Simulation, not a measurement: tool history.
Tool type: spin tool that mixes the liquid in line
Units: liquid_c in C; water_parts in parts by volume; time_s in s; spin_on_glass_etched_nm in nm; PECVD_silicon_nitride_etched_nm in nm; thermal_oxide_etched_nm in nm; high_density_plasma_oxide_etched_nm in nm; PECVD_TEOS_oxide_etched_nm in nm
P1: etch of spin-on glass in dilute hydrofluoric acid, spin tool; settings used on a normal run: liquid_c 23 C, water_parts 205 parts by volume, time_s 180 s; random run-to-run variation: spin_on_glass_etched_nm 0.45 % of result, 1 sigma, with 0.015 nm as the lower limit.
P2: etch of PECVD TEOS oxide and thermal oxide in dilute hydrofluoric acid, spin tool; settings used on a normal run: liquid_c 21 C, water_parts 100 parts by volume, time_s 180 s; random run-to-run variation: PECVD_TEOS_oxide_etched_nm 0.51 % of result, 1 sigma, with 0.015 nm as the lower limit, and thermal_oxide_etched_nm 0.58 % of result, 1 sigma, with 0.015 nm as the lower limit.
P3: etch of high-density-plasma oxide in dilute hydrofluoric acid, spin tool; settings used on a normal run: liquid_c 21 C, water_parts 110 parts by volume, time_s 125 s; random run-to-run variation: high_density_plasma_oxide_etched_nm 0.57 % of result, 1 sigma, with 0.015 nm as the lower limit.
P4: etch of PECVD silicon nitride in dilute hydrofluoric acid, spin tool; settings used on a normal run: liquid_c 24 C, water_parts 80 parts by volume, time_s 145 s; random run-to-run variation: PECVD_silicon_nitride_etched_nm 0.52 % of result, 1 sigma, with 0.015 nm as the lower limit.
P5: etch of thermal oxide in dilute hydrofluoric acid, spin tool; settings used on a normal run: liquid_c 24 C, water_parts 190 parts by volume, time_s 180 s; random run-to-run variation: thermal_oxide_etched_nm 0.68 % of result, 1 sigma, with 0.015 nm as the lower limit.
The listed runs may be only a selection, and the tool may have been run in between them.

run     day  process  liquid_c  water_parts  time_s  spin_on_glass_etched_nm  PECVD_silicon_nitride_etched_nm  thermal_oxide_etched_nm  high_density_plasma_oxide_etched_nm  PECVD_TEOS_oxide_etched_nm
  1   0.667       P1        23          205     180                   38.125
  2   1.275       P1        23          205     180                    38.11
  3   1.704       P4        17           80     145                                                    3.1275
  4   2.075       P1      28.5          205     180                   46.266
  5   2.738       P5        24          295     180                                                                             2.4122
  6   3.425       P3        21          110      35                                                                                                                  2.0581
  7   3.904       P1        23          205     180                   38.153
  8   4.217       P2        17          100     180                                                                             6.5898                                                           11.386
  9   4.867       P2        21          100     180                                                                             7.8756                                                           13.528
 10   5.208       P3      28.5          110     125                                                                                                                  9.9066
 11   5.529       P1        23          205     180                   38.323
 12   6.112       P1        23          205     180                   38.473
 13   6.779       P1        23          140     315                   104.03
 14   7.175       P1        23          320     180                   21.882
 15   7.492       P5        28          190     180                                                                              4.801
 16   8.104       P5        24          190      25                                                                            0.58357
 17   8.542       P1        23          205     295                   62.366
 18   8.867       P2        21          100     180                                                                             7.9131                                                           13.361
 19   9.221       P4        24           80     215                                                    7.5509
        9.5  -- hydrofluoric acid flow meter replaced
 20   9.542       P5        24          190     180                                                                             4.1554
 21  10.017       P4        24          130     145                                                    3.1568
 22  10.446       P2        21          165     180                                                                              4.432                                                           7.5781
 23  10.958       P3        21          110     125                                                                                                                  7.3627
 24  11.583       P1        23          205     180                   38.321
 25  12.208       P1        23          125     180                   68.752
 26  12.783       P4        24           80     145                                                    5.0942
 27  13.108       P1        17          205     180                   30.176
 28  13.512       P1        23          205      85                   17.969
 29  14.204       P2        21          100     330                                                                             14.391                                                           24.729
 30  14.533       P3        21           65     125                                                                                                                  13.145
 31  14.858       P1        23          205     180                   38.265
 32  15.525       P1        23          205     180                   39.509
 33  15.875       P1        23          205     180                   39.452
 34  16.538       P1        23          205     180                   39.613
 35  16.938       P1        23          205     180                   40.228
 36  17.575       P1        23          205     180                   40.031
 37  17.925       P1        23          205     180                   40.126
 38  18.304       P1        23          205     180                    39.94
 39  18.946       P1        23          205     180                   40.479

What P1 gives has crept off from where it sat before. The 2 causes that follow fit the log equally well, each at the size noted:
A: hydrofluoric acid flow above the setpoint (%) = 4.43
B: liquid hotter than its thermometer reads (K) = 1.43
The gradual shift began around day 14.858.

Which of the 4 check runs listed below separates the causes, so that each cause would produce a clearly different result? Each run uses one wafer, and its results are marked with question marks.
check 1  19.588       P4        24           80     145                                                         ?
check 2  19.588       P2        21          100     180                                                                                  ?                                                                ?
check 3  19.588       P3        21          110     125                                                                                                                       ?
check 4  19.588       P5        24          190     180                                                                                  ?

Expected result of each check under each candidate cause:
  check                               result    if A    if B
check 1      PECVD_silicon_nitride_etched_nm  5.3025   5.585
check 2              thermal_oxide_etched_nm  8.2758  8.3561
check 2           PECVD_TEOS_oxide_etched_nm  14.187  14.324
check 3  high_density_plasma_oxide_etched_nm  7.6672  7.7348
check 4              thermal_oxide_etched_nm  4.3878  4.3906
Minimum pairwise separation of causes per check, each pair taken at its best-separating result: check 1 5.19 %; check 2 0.96 %; check 3 0.88 %; check 4 0.06 %
Check 1 is the one run that separates the causes; every other check would come out nearly the same whichever cause is at work.

After running check 1, the following was obtained: PECVD_silicon_nitride_etched_nm 5.5831 nm. Which cause does this point to?

The cause is B: liquid hotter than its thermometer reads (K).

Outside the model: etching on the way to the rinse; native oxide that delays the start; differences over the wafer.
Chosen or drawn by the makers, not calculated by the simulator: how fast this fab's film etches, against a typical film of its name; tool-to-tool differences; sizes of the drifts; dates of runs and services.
